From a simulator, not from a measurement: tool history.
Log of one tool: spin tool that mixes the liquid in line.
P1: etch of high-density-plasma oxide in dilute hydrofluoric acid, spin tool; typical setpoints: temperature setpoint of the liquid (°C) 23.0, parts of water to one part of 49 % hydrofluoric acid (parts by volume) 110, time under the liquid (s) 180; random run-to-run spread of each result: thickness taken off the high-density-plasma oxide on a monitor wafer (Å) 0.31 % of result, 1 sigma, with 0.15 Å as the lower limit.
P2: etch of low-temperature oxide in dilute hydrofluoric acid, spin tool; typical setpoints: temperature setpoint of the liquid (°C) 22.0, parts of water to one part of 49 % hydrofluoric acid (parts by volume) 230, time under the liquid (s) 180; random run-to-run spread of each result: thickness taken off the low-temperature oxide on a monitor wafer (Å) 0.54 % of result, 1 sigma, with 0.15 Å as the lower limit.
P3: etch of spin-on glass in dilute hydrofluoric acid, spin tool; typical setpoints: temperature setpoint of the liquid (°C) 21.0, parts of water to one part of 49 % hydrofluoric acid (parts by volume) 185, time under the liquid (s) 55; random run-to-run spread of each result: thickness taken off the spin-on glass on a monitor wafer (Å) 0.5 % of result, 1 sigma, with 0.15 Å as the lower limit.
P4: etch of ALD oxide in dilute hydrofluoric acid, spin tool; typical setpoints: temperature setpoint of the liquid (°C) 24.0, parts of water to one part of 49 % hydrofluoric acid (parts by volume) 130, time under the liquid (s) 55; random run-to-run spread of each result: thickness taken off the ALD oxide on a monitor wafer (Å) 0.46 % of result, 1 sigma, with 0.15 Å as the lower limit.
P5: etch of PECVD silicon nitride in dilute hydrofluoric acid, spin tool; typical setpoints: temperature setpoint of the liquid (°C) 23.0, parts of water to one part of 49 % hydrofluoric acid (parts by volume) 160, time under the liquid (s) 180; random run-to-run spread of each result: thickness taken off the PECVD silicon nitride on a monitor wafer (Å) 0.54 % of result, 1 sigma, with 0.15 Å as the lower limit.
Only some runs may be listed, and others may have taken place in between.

| run | hour | process that ran | temperature setpoint of the liquid (°C) | parts of water to one part of 49 % hydrofluoric acid (parts by volume) | time under the liquid (s) | thickness taken off the high-density-plasma oxide on a monitor wafer (Å) | thickness taken off the ALD oxide on a monitor wafer (Å) | thickness taken off the spin-on glass on a monitor wafer (Å) | thickness taken off the PECVD silicon nitride on a monitor wafer (Å) | thickness taken off the low-temperature oxide on a monitor wafer (Å) |
|---|---|---|---|---|---|---|---|---|---|---|
| 1 | 4.7 | P1 | 23.0 | 110 | 180 | 124.380 |  |  |  |  |
| 2 | 10.7 | P1 | 23.0 | 110 | 180 | 124.470 |  |  |  |  |
| 3 | 17.6 | P4 | 28.0 | 130 | 55 |  | 58.867 |  |  |  |
| 4 | 21.9 | P1 | 23.0 | 110 | 30 | 21.036 |  |  |  |  |
| 5 | 26.5 | P3 | 21.0 | 95 | 55 |  |  | 167.530 |  |  |
| 6 | 30.1 | P1 | 23.0 | 110 | 365 | 252.420 |  |  |  |  |
| 7 | 36.5 | P5 | 23.0 | 55 | 180 |  |  |  | 132.0400 |  |
| 8 | 41.5 | P1 | 23.0 | 110 | 180 | 125.170 |  |  |  |  |
| 9 | 47.6 | P2 | 17.0 | 230 | 180 |  |  |  |  | 138.120 |
| 10 | 53.7 | P3 | 21.0 | 185 | 55 |  |  | 77.291 |  |  |
| 11 | 57.9 | P2 | 22.0 | 230 | 180 |  |  |  |  | 168.100 |
| 12 | 61.4 | P1 | 23.0 | 110 | 180 | 124.020 |  |  |  |  |
| 13 | 68.6 | P3 | 17.0 | 185 | 55 |  |  | 65.751 |  |  |
| 14 | 75.8 | P5 | 23.0 | 160 | 15 |  |  |  | 3.7041 |  |
| 15 | 82.9 | P1 | 17.0 | 110 | 180 | 98.082 |  |  |  |  |
| 16 | 88.1 | P1 | 23.0 | 25 | 350 | 1190.700 |  |  |  |  |
| 17 | 94.3 | P1 | 31.0 | 110 | 180 | 168.840 |  |  |  |  |
| 18 | 97.5 | P5 | 23.0 | 160 | 180 |  |  |  | 45.7430 |  |
| 19 | 102.9 | P4 | 24.0 | 130 | 15 |  | 13.735 |  |  |  |
| 20 | 109.7 | P1 | 23.0 | 160 | 180 | 80.941 |  |  |  |  |
|  | 115.8 | hydrofluoric acid flow meter replaced |
| 21 | 116.6 | P2 | 22.0 | 385 | 180 |  |  |  |  | 86.954 |
| 22 | 121.8 | P2 | 22.0 | 230 | 25 |  |  |  |  | 22.775 |
| 23 | 125.8 | P5 | 23.0 | 160 | 180 |  |  |  | 45.9020 |  |
| 24 | 131.3 | P3 | 21.0 | 185 | 55 |  |  | 77.970 |  |  |
| 25 | 136.1 | P1 | 23.0 | 35 | 180 | 428.060 |  |  |  |  |
| 26 | 142.1 | P3 | 21.0 | 185 | 15 |  |  | 21.350 |  |  |
| 27 | 147.2 | P1 | 29.0 | 55 | 180 | 338.980 |  |  |  |  |
| 28 | 152.8 | P4 | 24.0 | 200 | 55 |  | 30.301 |  |  |  |
| 29 | 156.8 | P1 | 23.0 | 110 | 180 | 124.400 |  |  |  |  |
| 30 | 160.6 | P5 | 28.5 | 160 | 180 |  |  |  | 65.2610 |  |
| 31 | 167.5 | P4 | 24.0 | 130 | 55 |  | 50.405 |  |  |  |
| 32 | 174.2 | P2 | 22.0 | 230 | 180 |  |  |  |  | 167.470 |
| 33 | 180.3 | P1 | 23.0 | 110 | 180 | 125.160 |  |  |  |  |
| 34 | 185.8 | P1 | 23.0 | 110 | 180 | 121.520 |  |  |  |  |
| 35 | 190.5 | P1 | 23.0 | 110 | 180 | 120.370 |  |  |  |  |
| 36 | 196.1 | P1 | 23.0 | 110 | 180 | 118.980 |  |  |  |  |
| 37 | 199.8 | P1 | 23.0 | 110 | 180 | 119.430 |  |  |  |  |
| 38 | 203.1 | P1 | 23.0 | 110 | 180 | 118.000 |  |  |  |  |
| 39 | 207.1 | P1 | 23.0 | 110 | 180 | 118.360 |  |  |  |  |
| 40 | 212.6 | P1 | 23.0 | 110 | 180 | 117.950 |  |  |  |  |
| 41 | 219.6 | P1 | 23.0 | 110 | 180 | 117.140 |  |  |  |  |
| 42 | 224.2 | P1 | 23.0 | 110 | 180 | 117.860 |  |  |  |  |

The output of P1 has drifted from where it used to be. Each of the 2 causes below, taken at the size shown beside it, accounts for the log equally well:
A: liquid colder than its thermometer reads (K) = 1.41
B: hydrofluoric acid flow below the setpoint (%) = 4.83
The onset of the drift is placed at about hour 180.3.

Which of the 4 check runs listed below, each an average over 2 wafers with its results shown as question marks, gives clearly different results under the different listed causes?
| check 1 | 228.8 | P4 | 24.0 | 130 | 55 |  | ? |  |  |  |
| check 2 | 228.8 | P2 | 22.0 | 230 | 180 |  |  |  |  | ? |
| check 3 | 228.8 | P3 | 21.0 | 185 | 55 |  |  | ? |  |  |
| check 4 | 228.8 | P5 | 23.0 | 160 | 180 |  |  |  | ? |  |

Predicted outcomes, by check and by cause:
| check | result | if A | if B |
|---|---|---|---|
| check 1 | thickness taken off the ALD oxide on a monitor wafer (Å) | 47.822 | 47.717 |
| check 2 | thickness taken off the low-temperature oxide on a monitor wafer (Å) | 158.570 | 157.260 |
| check 3 | thickness taken off the spin-on glass on a monitor wafer (Å) | 73.355 | 73.041 |
| check 4 | thickness taken off the PECVD silicon nitride on a monitor wafer (Å) | 41.9560 | 43.8070 |
How far apart the two closest causes lie, in the result that separates them most: check 1 0.22 %; check 2 0.83 %; check 3 0.43 %; check 4 4.32 %
Check 4 tells the causes apart: in the others they would give nearly the same result.

With check 4 done, the readings were: thickness taken off the PECVD silicon nitride on a monitor wafer (Å) 43.6930. Identify which of the listed causes applies.

B is the cause: hydrofluoric acid flow below the setpoint (%).

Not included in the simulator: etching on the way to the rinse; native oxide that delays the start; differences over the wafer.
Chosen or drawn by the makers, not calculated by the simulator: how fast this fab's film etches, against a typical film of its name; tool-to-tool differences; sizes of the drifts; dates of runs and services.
